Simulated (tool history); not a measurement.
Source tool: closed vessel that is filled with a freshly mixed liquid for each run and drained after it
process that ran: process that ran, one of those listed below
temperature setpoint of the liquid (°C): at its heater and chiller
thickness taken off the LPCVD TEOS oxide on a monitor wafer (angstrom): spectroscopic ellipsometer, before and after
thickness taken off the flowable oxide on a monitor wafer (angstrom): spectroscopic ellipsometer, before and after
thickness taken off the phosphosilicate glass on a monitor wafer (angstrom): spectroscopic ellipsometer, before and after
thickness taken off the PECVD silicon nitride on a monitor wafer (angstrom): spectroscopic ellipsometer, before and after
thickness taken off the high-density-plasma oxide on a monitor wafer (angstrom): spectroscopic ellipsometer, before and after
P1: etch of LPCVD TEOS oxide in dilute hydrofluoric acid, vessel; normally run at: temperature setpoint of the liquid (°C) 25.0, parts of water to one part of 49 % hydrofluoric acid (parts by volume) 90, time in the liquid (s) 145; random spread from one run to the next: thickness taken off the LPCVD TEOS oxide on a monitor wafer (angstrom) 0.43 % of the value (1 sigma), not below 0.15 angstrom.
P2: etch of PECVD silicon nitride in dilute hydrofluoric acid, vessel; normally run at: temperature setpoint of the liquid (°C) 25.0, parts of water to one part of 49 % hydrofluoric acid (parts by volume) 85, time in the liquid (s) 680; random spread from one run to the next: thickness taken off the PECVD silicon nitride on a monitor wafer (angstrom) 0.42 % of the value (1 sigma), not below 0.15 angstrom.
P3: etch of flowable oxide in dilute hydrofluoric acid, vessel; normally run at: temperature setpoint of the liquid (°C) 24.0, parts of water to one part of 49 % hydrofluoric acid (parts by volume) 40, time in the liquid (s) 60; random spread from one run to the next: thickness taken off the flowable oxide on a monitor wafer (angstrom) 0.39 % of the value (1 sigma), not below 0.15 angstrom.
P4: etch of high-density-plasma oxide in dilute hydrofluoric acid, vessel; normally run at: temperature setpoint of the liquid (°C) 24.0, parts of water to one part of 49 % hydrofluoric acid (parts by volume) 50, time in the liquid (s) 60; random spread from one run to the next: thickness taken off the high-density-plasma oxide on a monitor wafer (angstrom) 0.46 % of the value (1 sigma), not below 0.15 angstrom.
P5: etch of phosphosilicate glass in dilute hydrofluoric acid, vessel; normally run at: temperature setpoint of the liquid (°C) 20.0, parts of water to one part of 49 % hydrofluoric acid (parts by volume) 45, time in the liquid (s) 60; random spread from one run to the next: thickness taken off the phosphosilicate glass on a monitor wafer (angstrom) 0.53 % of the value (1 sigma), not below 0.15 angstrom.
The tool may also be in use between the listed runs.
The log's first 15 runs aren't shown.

run	hour	process that ran	temperature setpoint of the liquid (°C)	parts of water to one part of 49 % hydrofluoric acid (parts by volume)	time in the liquid (s)	thickness taken off the LPCVD TEOS oxide on a monitor wafer (angstrom)	thickness taken off the flowable oxide on a monitor wafer (angstrom)	thickness taken off the phosphosilicate glass on a monitor wafer (angstrom)	thickness taken off the PECVD silicon nitride on a monitor wafer (angstrom)	thickness taken off the high-density-plasma oxide on a monitor wafer (angstrom)
16	182.7	P4	24.0	50	30					32.043
17	193.0	P2	25.0	85	680				298.370	
18	203.2	P4	24.0	50	60					64.616
19	214.7	P5	20.0	45	60			2480.0		
20	229.1	P3	24.0	20	60		1885.70			
21	243.4	P2	25.0	85	155				67.295	
22	253.3	P3	29.5	40	60		1162.70			
23	264.3	P1	25.0	160	145	200.65				
24	271.5	P2	25.0	85	680				297.320	
25	286.4	P1	25.0	90	235	621.53				
26	295.9	P5	20.0	45	30			1234.9		
27	308.0	P1	25.0	90	145	385.08				
28	319.4	P1	25.0	90	145	382.81				
29	333.5	P2	18.0	85	680				183.570	
30	343.7	P4	24.0	50	60					64.408
31	353.4	P1	25.0	90	145	384.65				
32	367.0	P5	20.0	75	60			1439.9		
33	378.1	P5	27.5	45	60			3382.7		
34	390.9	P3	24.0	40	60		926.84			
35	400.7	P1	25.0	90	145	384.79				
36	415.2	P1	25.0	90	145	404.64				
37	427.5	P1	25.0	90	145	407.27				

Run 38 is up next; what results do you expect?
38	435.2	P1	25.0	90	145	?				

Run 38 came out at thickness taken off the LPCVD TEOS oxide on a monitor wafer (angstrom) 412.05.
